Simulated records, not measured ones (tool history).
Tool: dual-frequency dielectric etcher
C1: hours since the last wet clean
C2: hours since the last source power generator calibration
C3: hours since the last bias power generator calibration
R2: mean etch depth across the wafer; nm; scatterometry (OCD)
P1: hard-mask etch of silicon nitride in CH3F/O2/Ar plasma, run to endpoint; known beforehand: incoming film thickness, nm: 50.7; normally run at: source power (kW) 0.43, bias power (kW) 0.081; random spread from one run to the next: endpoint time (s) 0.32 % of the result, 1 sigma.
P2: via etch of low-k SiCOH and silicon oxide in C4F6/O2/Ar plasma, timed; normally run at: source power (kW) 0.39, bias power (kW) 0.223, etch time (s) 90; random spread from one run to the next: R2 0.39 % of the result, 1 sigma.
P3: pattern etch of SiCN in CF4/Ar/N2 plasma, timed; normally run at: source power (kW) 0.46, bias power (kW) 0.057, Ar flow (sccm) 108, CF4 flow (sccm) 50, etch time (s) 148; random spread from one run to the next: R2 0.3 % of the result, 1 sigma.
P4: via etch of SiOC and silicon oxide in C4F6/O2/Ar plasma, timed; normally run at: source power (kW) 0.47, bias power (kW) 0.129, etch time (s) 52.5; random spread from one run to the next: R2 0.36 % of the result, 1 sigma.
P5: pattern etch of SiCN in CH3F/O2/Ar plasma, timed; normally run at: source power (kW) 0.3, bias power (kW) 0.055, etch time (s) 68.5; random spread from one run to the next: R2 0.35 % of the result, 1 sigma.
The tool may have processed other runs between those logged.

run 1 hour=13.7 | process_that_ran=P1 source_power_(kW)=0.43 bias_power_(kW)=0.081 | C1=233.5 C2=1608.1 C3=1564.7 | endpoint_time_(s)=68.602
run 2 hour=25.6 | process_that_ran=P2 source_power_(kW)=0.39 bias_power_(kW)=0.223 etch_time_(s)=49.5 | C1=245.4 C2=1620 C3=1576.6 | R2=146.71
run 3 hour=36.4 | process_that_ran=P1 source_power_(kW)=0.55 bias_power_(kW)=0.081 | C1=256.2 C2=1630.8 C3=1587.4 | endpoint_time_(s)=62.886
run 4 hour=50.3 | process_that_ran=P2 source_power_(kW)=0.53 bias_power_(kW)=0.223 etch_time_(s)=90 | C1=270.1 C2=1644.7 C3=1601.3 | R2=299.92
run 5 hour=60.7 | process_that_ran=P4 source_power_(kW)=0.47 bias_power_(kW)=0.153 etch_time_(s)=52.5 | C1=280.5 C2=1655.1 C3=1611.7 | R2=57.409
run 6 hour=74.2 | process_that_ran=P2 source_power_(kW)=0.39 bias_power_(kW)=0.223 etch_time_(s)=90 | C1=294 C2=1668.6 C3=1625.2 | R2=267.82
run 7 hour=87.8 | process_that_ran=P1 source_power_(kW)=0.52 bias_power_(kW)=0.067 | C1=307.6 C2=1682.2 C3=1638.8 | endpoint_time_(s)=68.284
run 8 hour=99.4 | process_that_ran=P1 source_power_(kW)=0.35 bias_power_(kW)=0.081 | C1=319.2 C2=1693.8 C3=1650.4 | endpoint_time_(s)=74.175
run 9 hour=109.2 | process_that_ran=P1 source_power_(kW)=0.43 bias_power_(kW)=0.096 | C1=329 C2=1703.6 C3=1660.2 | endpoint_time_(s)=64.769
run 10 hour=123.5 | process_that_ran=P5 source_power_(kW)=0.3 bias_power_(kW)=0.045 etch_time_(s)=68.5 | C1=343.3 C2=1717.9 C3=1674.5 | R2=18.905
run 11 hour=136.5 | process_that_ran=P5 source_power_(kW)=0.36 bias_power_(kW)=0.055 etch_time_(s)=68.5 | C1=356.3 C2=1730.9 C3=1687.5 | R2=21.773
run 12 hour=146.1 | process_that_ran=P3 source_power_(kW)=0.46 bias_power_(kW)=0.057 etch_time_(s)=215.5 Ar_flow_(sccm)=108 CF4_flow_(sccm)=50 | C1=365.9 C2=1740.5 C3=1697.1 | R2=166.23
run 13 hour=157.5 | process_that_ran=P1 source_power_(kW)=0.43 bias_power_(kW)=0.081 | C1=377.3 C2=1751.9 C3=1708.5 | endpoint_time_(s)=68.263
run 14 hour=169.7 | process_that_ran=P5 source_power_(kW)=0.3 bias_power_(kW)=0.055 etch_time_(s)=68.5 | C1=389.5 C2=1764.1 C3=1720.7 | R2=20.296
run 15 hour=183.9 | process_that_ran=P2 source_power_(kW)=0.39 bias_power_(kW)=0.141 etch_time_(s)=90 | C1=403.7 C2=1778.3 C3=1734.9 | R2=229.96
run 16 hour=192.4 | process_that_ran=P2 source_power_(kW)=0.39 bias_power_(kW)=0.223 etch_time_(s)=90 | C1=412.2 C2=1786.8 C3=1743.4 | R2=268.67
run 17 hour=200.6 | process_that_ran=P1 source_power_(kW)=0.43 bias_power_(kW)=0.081 | C1=420.4 C2=1795 C3=1751.6 | endpoint_time_(s)=68.628
run 18 hour=209.1 | process_that_ran=P1 source_power_(kW)=0.52 bias_power_(kW)=0.06 | C1=428.9 C2=1803.5 C3=1760.1 | endpoint_time_(s)=70.593
run 19 hour=220.6 | process_that_ran=P3 source_power_(kW)=0.46 bias_power_(kW)=0.057 etch_time_(s)=148 Ar_flow_(sccm)=108 CF4_flow_(sccm)=50 | C1=440.4 C2=1815 C3=1771.6 | R2=114.72
run 20 hour=232.5 | process_that_ran=P1 source_power_(kW)=0.43 bias_power_(kW)=0.081 | C1=452.3 C2=1826.9 C3=1783.5 | endpoint_time_(s)=68.713
run 21 hour=242.7 | process_that_ran=P3 source_power_(kW)=0.46 bias_power_(kW)=0.057 etch_time_(s)=148 Ar_flow_(sccm)=108 CF4_flow_(sccm)=37 | C1=462.5 C2=1837.1 C3=1793.7 | R2=108.58
run 22 hour=256.6 | process_that_ran=P5 source_power_(kW)=0.3 bias_power_(kW)=0.055 etch_time_(s)=42.5 | C1=476.4 C2=1851 C3=1807.6 | R2=12.578
run 23 hour=265.9 | process_that_ran=P4 source_power_(kW)=0.47 bias_power_(kW)=0.129 etch_time_(s)=52.5 | C1=485.7 C2=1860.3 C3=1816.9 | R2=54.466
run 24 hour=280.2 | process_that_ran=P1 source_power_(kW)=0.43 bias_power_(kW)=0.081 | C1=500 C2=1874.6 C3=1831.2 | endpoint_time_(s)=68.815
run 25 hour=291.9 | process_that_ran=P1 source_power_(kW)=0.57 bias_power_(kW)=0.054 | C1=511.7 C2=1886.3 C3=1842.9 | endpoint_time_(s)=70.586
run 26 hour=307.5 | process_that_ran=P3 source_power_(kW)=0.65 bias_power_(kW)=0.057 etch_time_(s)=148 Ar_flow_(sccm)=108 CF4_flow_(sccm)=50 | C1=527.3 C2=1901.9 C3=1858.5 | R2=154.72
run 27 hour=315.1 | process_that_ran=P3 source_power_(kW)=0.46 bias_power_(kW)=0.04 etch_time_(s)=148 Ar_flow_(sccm)=108 CF4_flow_(sccm)=50 | C1=534.9 C2=1909.5 C3=1866.1 | R2=101.55
run 28 hour=324 | process_that_ran=P1 source_power_(kW)=0.43 bias_power_(kW)=0.051 | C1=543.8 C2=1918.4 C3=1875 | endpoint_time_(s)=80.354
run 29 hour=337.1 | process_that_ran=P3 source_power_(kW)=0.46 bias_power_(kW)=0.057 etch_time_(s)=148 Ar_flow_(sccm)=136 CF4_flow_(sccm)=50 | C1=556.9 C2=1931.5 C3=1888.1 | R2=109.78
run 30 hour=347.1 | process_that_ran=P4 source_power_(kW)=0.47 bias_power_(kW)=0.129 etch_time_(s)=31 | C1=566.9 C2=1941.5 C3=1898.1 | R2=32.275
run 31 hour=355 | process_that_ran=P4 source_power_(kW)=0.27 bias_power_(kW)=0.129 etch_time_(s)=52.5 | C1=574.8 C2=1949.4 C3=1906 | R2=43.945
run 32 hour=364.6 | process_that_ran=P1 source_power_(kW)=0.43 bias_power_(kW)=0.081 | C1=584.4 C2=1959 C3=1915.6 | endpoint_time_(s)=68.755
run 33 hour=377.8 | process_that_ran=P5 source_power_(kW)=0.3 bias_power_(kW)=0.055 etch_time_(s)=68.5 | C1=597.6 C2=1972.2 C3=1928.8 | R2=20.321
run 34 hour=390.7 | process_that_ran=P1 source_power_(kW)=0.43 bias_power_(kW)=0.081 | C1=610.5 C2=1985.1 C3=1941.7 | endpoint_time_(s)=68.392
run 35 hour=406.2 | process_that_ran=P1 source_power_(kW)=0.43 bias_power_(kW)=0.081 | C1=626 C2=2000.6 C3=1957.2 | endpoint_time_(s)=68.609
run 36 hour=415.3 | process_that_ran=P1 source_power_(kW)=0.43 bias_power_(kW)=0.081 | C1=635.1 C2=2009.7 C3=1966.3 | endpoint_time_(s)=68.804
run 37 hour=427.4 | process_that_ran=P1 source_power_(kW)=0.43 bias_power_(kW)=0.081 | C1=647.2 C2=2021.8 C3=1978.4 | endpoint_time_(s)=68.095
run 38 hour=442.3 | process_that_ran=P1 source_power_(kW)=0.43 bias_power_(kW)=0.081 | C1=662.1 C2=2036.7 C3=1993.3 | endpoint_time_(s)=68.021
run 39 hour=456.6 | process_that_ran=P1 source_power_(kW)=0.43 bias_power_(kW)=0.081 | C1=676.4 C2=2051 C3=2007.6 | endpoint_time_(s)=67.751
run 40 hour=470 | process_that_ran=P1 source_power_(kW)=0.43 bias_power_(kW)=0.081 | C1=689.8 C2=2064.4 C3=2021 | endpoint_time_(s)=67.737
-- hour=484.6 wet clean of the chamber
run 41 hour=484.8 | process_that_ran=P1 source_power_(kW)=0.43 bias_power_(kW)=0.081 | C1=0.3 C2=2079.2 C3=2035.8 | endpoint_time_(s)=67.72
run 42 hour=493.2 | process_that_ran=P1 source_power_(kW)=0.43 bias_power_(kW)=0.081 | C1=8.7 C2=2087.6 C3=2044.2 | endpoint_time_(s)=67.388
run 43 hour=503.3 | process_that_ran=P1 source_power_(kW)=0.43 bias_power_(kW)=0.081 | C1=18.8 C2=2097.7 C3=2054.3 | endpoint_time_(s)=67.473
run 44 hour=517.1 | process_that_ran=P1 source_power_(kW)=0.43 bias_power_(kW)=0.081 | C1=32.6 C2=2111.5 C3=2068.1 | endpoint_time_(s)=67.579
run 45 hour=532.6 | process_that_ran=P1 source_power_(kW)=0.43 bias_power_(kW)=0.081 | C1=48.1 C2=2127 C3=2083.6 | endpoint_time_(s)=67.548

The log shows P1 creeping away from where it was. Any of the 2 causes listed here, at the size stated for it, fits the log just as well as the others:
A: bias power that arrives over what is set, % = 4.65
B: source power that arrives over what is set, % = 4.32
Creep in the process output first set in at about hour 406.2.
Ruled out, with reasons:
chamber walls in a state that raises the etch rate, %: serviced at hour 484.6, after the drift had started, without restoring the earlier output

The check runs listed below each take one wafer, and their results are still question marks. Under which run would the listed causes lead to clearly different results?
run check 1 hour=548.1 | process_that_ran=P3 source_power_(kW)=0.46 bias_power_(kW)=0.057 etch_time_(s)=148 Ar_flow_(sccm)=108 CF4_flow_(sccm)=50 | R2=?
run check 2 hour=548.1 | process_that_ran=P4 source_power_(kW)=0.47 bias_power_(kW)=0.129 etch_time_(s)=52.5 | R2=?
run check 3 hour=548.1 | process_that_ran=P5 source_power_(kW)=0.3 bias_power_(kW)=0.055 etch_time_(s)=68.5 | R2=?
run check 4 hour=548.1 | process_that_ran=P2 source_power_(kW)=0.39 bias_power_(kW)=0.223 etch_time_(s)=90 | R2=?

What each check would give under each cause:
check=check_1 result=R2 if_A=116.02 if_B=118.48
check=check_2 result=R2 if_A=55.308 if_B=55.492
check=check_3 result=R2 if_A=20.606 if_B=20.617
check=check_4 result=R2 if_A=271.08 if_B=271.39
Per-check spread between the two closest causes, in the result where they differ most: check 1 2.09 %; check 2 0.33 %; check 3 0.05 %; check 4 0.12 %
Only in check 1 would the causes give clearly different results; in the remaining checks their results would be nearly the same.

Check 1 was then run and gave: R2 118.46 nm. Which cause is it?

It is B: source power that arrives over what is set, %.

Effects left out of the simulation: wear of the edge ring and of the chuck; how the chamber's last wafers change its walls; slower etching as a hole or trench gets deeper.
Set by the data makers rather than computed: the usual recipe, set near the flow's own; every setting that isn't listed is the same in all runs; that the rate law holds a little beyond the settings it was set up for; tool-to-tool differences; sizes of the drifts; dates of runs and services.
